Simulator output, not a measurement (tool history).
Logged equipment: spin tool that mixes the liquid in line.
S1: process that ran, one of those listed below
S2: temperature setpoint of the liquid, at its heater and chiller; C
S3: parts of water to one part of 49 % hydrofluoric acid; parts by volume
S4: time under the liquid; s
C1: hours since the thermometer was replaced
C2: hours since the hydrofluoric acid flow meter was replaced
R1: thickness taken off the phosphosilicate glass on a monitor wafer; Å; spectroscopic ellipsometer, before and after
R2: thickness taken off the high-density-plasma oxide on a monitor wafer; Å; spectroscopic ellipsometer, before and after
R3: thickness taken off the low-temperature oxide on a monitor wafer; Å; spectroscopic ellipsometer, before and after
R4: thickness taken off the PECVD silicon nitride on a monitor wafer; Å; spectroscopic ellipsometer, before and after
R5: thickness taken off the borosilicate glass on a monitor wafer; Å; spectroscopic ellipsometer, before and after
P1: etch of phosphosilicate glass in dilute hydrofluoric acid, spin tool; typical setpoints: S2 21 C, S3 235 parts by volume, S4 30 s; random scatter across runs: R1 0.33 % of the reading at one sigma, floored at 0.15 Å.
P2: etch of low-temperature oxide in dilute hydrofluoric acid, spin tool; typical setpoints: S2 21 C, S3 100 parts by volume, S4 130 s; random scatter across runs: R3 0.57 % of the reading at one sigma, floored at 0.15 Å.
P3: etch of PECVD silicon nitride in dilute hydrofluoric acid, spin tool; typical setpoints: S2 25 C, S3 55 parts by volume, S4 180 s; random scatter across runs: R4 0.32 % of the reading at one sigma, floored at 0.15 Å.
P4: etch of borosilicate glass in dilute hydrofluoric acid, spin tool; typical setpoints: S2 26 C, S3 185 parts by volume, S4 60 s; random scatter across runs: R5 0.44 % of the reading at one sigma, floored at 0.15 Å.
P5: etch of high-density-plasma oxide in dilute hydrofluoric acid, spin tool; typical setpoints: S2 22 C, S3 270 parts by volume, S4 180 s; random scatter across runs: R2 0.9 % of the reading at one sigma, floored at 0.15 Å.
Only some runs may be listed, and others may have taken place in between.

run,hour,S1,S2,S3,S4,C1,C2,R1,R2,R3,R4,R5
1,7.6,P1,21,235,30,776.3,709.8,194.44,,,,
2,13.1,P5,22,270,50,781.8,715.3,,8.3499,,,
3,18.7,P2,17,100,130,787.4,720.9,,,230.52,,
4,24.6,P1,21,235,15,793.3,726.8,97.509,,,,
5,30.8,P1,27.5,235,30,799.5,733,244.67,,,,
6,35.9,P1,17,235,30,804.6,738.1,167.83,,,,
7,43.6,P1,21,355,30,812.3,745.8,115.59,,,,
8,47.5,P3,17.5,55,180,816.2,749.7,,,,60.031,
9,54.2,P1,21,385,15,822.9,756.4,51.737,,,,
10,59.2,P2,21,155,130,827.9,761.4,,,165.79,,
11,65.9,P2,21,100,130,834.6,768.1,,,271.53,,
12,70.1,P4,26,320,60,838.8,772.3,,,,,44.551
13,77.9,P1,21,235,60,846.6,780.1,388.21,,,,
14,86.7,P2,21,100,250,855.4,788.9,,,526.72,,
15,93,P1,21,235,30,861.7,795.2,194.69,,,,
16,97.3,P4,26,185,60,866,799.5,,,,,90.179
17,101.7,P4,26,185,15,870.4,803.9,,,,,22.116
18,108.5,P1,21,235,30,877.2,810.7,194.98,,,,
19,113.8,P4,19,185,60,882.5,816,,,,,68.586
20,118.8,P3,25,30,180,887.5,821,,,,182.69,
21,125.3,P1,21,235,30,894,827.5,194.98,,,,
22,131.2,P1,21,235,30,899.9,833.4,194.67,,,,
23,139.1,P5,26,270,180,907.8,841.3,,34.117,,,
24,147.4,P5,22,165,180,916.1,849.6,,54.146,,,
25,153.1,P3,25,55,180,921.8,855.3,,,,101.03,
26,158.2,P1,21,235,30,926.9,860.4,193.05,,,,
27,163,P1,21,70,30,931.7,865.2,780.24,,,,
28,168.8,P3,25,55,15,937.5,871,,,,8.4044,
29,173,P5,22,270,180,941.7,875.2,,28.881,,,
30,179.7,P1,21,235,30,948.4,881.9,194.1,,,,
31,186.3,P1,21,235,30,955,888.5,188.8,,,,
32,190.2,P1,21,235,30,958.9,892.4,187.05,,,,
33,196.3,P1,21,235,30,965,898.5,185.12,,,,
34,201.4,P1,21,235,30,970.1,903.6,183.89,,,,
35,207.3,P1,21,235,30,976,909.5,183.81,,,,
36,215.4,P1,21,235,30,984.1,917.6,182.72,,,,
37,222.9,P1,21,235,30,991.6,925.1,181.63,,,,
38,227.3,P1,21,235,30,996,929.5,181.22,,,,
39,234.9,P1,21,235,30,1003.6,937.1,182.19,,,,

The output of P1 has drifted from where it used to be. Each of the 2 causes below, taken at the size shown beside it, accounts for the log equally well:
A: hydrofluoric acid flow below the setpoint (%) = 5.27
B: liquid colder than its thermometer reads (K) = 1.77
The onset of the drift is placed at about hour 179.7.

The check runs listed below each take one wafer, and their results are still question marks. Under which run would the listed causes lead to clearly different results?
check 1,242.5,P5,22,270,180,,,,?,,,
check 2,242.5,P4,26,185,60,,,,,,,?
check 3,242.5,P2,21,100,130,,,,,?,,
check 4,242.5,P3,25,55,180,,,,,,?,

Outcome of each check run for each possible cause:
check,result,if A,if B
check 1,R2,27.628,27.728
check 2,R5,83.549,83.595
check 3,R3,256.13,253.03
check 4,R4,95.758,89.663
Per check, the gap between the least separated pair of causes, taken in the result that splits them most: check 1 0.36 %; check 2 0.06 %; check 3 1.22 %; check 4 6.58 %
The causes can be told apart only by check 4. The other checks would give nearly the same results under each of them.

Check 4 was then run and gave: R4 96.124 Å. Which cause is it?

The cause is A: hydrofluoric acid flow below the setpoint (%).
